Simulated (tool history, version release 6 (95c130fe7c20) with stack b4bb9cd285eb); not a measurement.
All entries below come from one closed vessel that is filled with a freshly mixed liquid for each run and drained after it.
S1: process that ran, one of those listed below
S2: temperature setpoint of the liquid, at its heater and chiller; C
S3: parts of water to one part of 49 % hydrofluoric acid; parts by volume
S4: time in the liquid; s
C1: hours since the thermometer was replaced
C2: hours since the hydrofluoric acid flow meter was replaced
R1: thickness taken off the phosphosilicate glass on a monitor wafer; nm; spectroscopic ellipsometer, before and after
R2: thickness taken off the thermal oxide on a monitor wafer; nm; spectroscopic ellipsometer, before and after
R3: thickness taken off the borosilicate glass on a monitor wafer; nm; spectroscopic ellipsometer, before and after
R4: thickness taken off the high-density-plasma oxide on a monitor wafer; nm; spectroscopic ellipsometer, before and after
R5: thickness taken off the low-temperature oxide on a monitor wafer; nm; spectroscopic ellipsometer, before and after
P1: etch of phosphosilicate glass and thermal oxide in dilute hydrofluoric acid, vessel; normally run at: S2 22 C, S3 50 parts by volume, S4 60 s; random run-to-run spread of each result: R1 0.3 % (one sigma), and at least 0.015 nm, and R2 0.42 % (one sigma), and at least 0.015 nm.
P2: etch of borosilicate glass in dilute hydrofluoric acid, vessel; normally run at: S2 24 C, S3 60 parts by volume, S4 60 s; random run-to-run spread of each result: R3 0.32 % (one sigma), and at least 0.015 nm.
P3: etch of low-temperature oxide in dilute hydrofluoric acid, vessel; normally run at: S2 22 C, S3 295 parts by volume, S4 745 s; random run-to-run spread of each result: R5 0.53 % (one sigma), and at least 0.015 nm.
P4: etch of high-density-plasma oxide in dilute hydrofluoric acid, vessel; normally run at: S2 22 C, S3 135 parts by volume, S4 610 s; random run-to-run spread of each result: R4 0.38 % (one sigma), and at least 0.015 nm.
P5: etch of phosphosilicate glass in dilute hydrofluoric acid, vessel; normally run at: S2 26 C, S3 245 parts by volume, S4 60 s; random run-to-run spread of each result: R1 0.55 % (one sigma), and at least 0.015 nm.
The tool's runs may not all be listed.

run 1 hour=6.4 | S1=P1 S2=22 S3=50 S4=60 | C1=1842 C2=555.8 | R1=103.43 R2=5.6259
run 2 hour=10.8 | S1=P5 S2=26 S3=245 S4=60 | C1=1846.4 C2=560.2 | R1=25.535
run 3 hour=13.9 | S1=P1 S2=22 S3=50 S4=60 | C1=1849.5 C2=563.3 | R1=102.89 R2=5.6445
run 4 hour=20.4 | S1=P1 S2=26.5 S3=50 S4=60 | C1=1856 C2=569.8 | R1=124.52 R2=6.7531
run 5 hour=25.9 | S1=P2 S2=24 S3=35 S4=60 | C1=1861.5 C2=575.3 | R3=60.969
run 6 hour=32.5 | S1=P4 S2=22 S3=135 S4=610 | C1=1868.1 C2=581.9 | R4=21.848
run 7 hour=37.6 | S1=P1 S2=22 S3=50 S4=95 | C1=1873.2 C2=587 | R1=163.13 R2=8.8748
run 8 hour=43 | S1=P1 S2=22 S3=50 S4=30 | C1=1878.6 C2=592.4 | R1=51.549 R2=2.8127
run 9 hour=49.4 | S1=P5 S2=19 S3=245 S4=60 | C1=1885 C2=598.8 | R1=19.994
run 10 hour=56.4 | S1=P1 S2=17 S3=50 S4=60 | C1=1892 C2=605.8 | R1=83.912 R2=4.5546
run 11 hour=62.4 | S1=P2 S2=24 S3=60 S4=60 | C1=1898 C2=611.8 | R3=34.543
run 12 hour=68 | S1=P3 S2=17 S3=295 S4=745 | C1=1903.6 C2=617.4 | R5=23.597
run 13 hour=71.7 | S1=P3 S2=22 S3=295 S4=140 | C1=1907.3 C2=621.1 | R5=5.2937
-- hour=72.6 thermometer replaced
run 14 hour=76.2 | S1=P1 S2=22 S3=50 S4=60 | C1=3.6 C2=625.6 | R1=102.83 R2=5.6207
run 15 hour=81.4 | S1=P3 S2=22 S3=530 S4=745 | C1=8.8 C2=630.8 | R5=12.755
run 16 hour=86.8 | S1=P1 S2=29 S3=20 S4=60 | C1=14.2 C2=636.2 | R1=357.73 R2=19.586
run 17 hour=91.3 | S1=P4 S2=22 S3=235 S4=610 | C1=18.7 C2=640.7 | R4=11.335
run 18 hour=96.3 | S1=P1 S2=22 S3=50 S4=60 | C1=23.7 C2=645.7 | R1=103.64 R2=5.5816
run 19 hour=99.6 | S1=P1 S2=22 S3=50 S4=60 | C1=27 C2=649 | R1=103.24 R2=5.6079
run 20 hour=104.1 | S1=P5 S2=26 S3=45 S4=60 | C1=31.5 C2=653.5 | R1=176.98
run 21 hour=107.1 | S1=P2 S2=24 S3=60 S4=90 | C1=34.5 C2=656.5 | R3=51.905
run 22 hour=111 | S1=P3 S2=22 S3=295 S4=745 | C1=38.4 C2=660.4 | R5=28.188
run 23 hour=115 | S1=P2 S2=31.5 S3=60 S4=60 | C1=42.4 C2=664.4 | R3=46.171
run 24 hour=119.5 | S1=P2 S2=24 S3=60 S4=60 | C1=46.9 C2=668.9 | R3=34.553
run 25 hour=123.8 | S1=P4 S2=17 S3=135 S4=610 | C1=51.2 C2=673.2 | R4=17.886
run 26 hour=128.7 | S1=P1 S2=22 S3=70 S4=60 | C1=56.1 C2=678.1 | R1=71.634 R2=3.9339
run 27 hour=134 | S1=P1 S2=22 S3=20 S4=60 | C1=61.4 C2=683.4 | R1=268.55 R2=14.603
run 28 hour=138 | S1=P1 S2=22 S3=50 S4=60 | C1=65.4 C2=687.4 | R1=103.01 R2=5.6006
run 29 hour=144.8 | S1=P1 S2=22 S3=50 S4=60 | C1=72.2 C2=694.2 | R1=102.68 R2=5.5928

What does the tool deliver on the next run?
run 30 hour=148.8 | S1=P4 S2=22 S3=135 S4=905 | C1=76.2 C2=698.2 | R4=?

R4: 32.297 nm
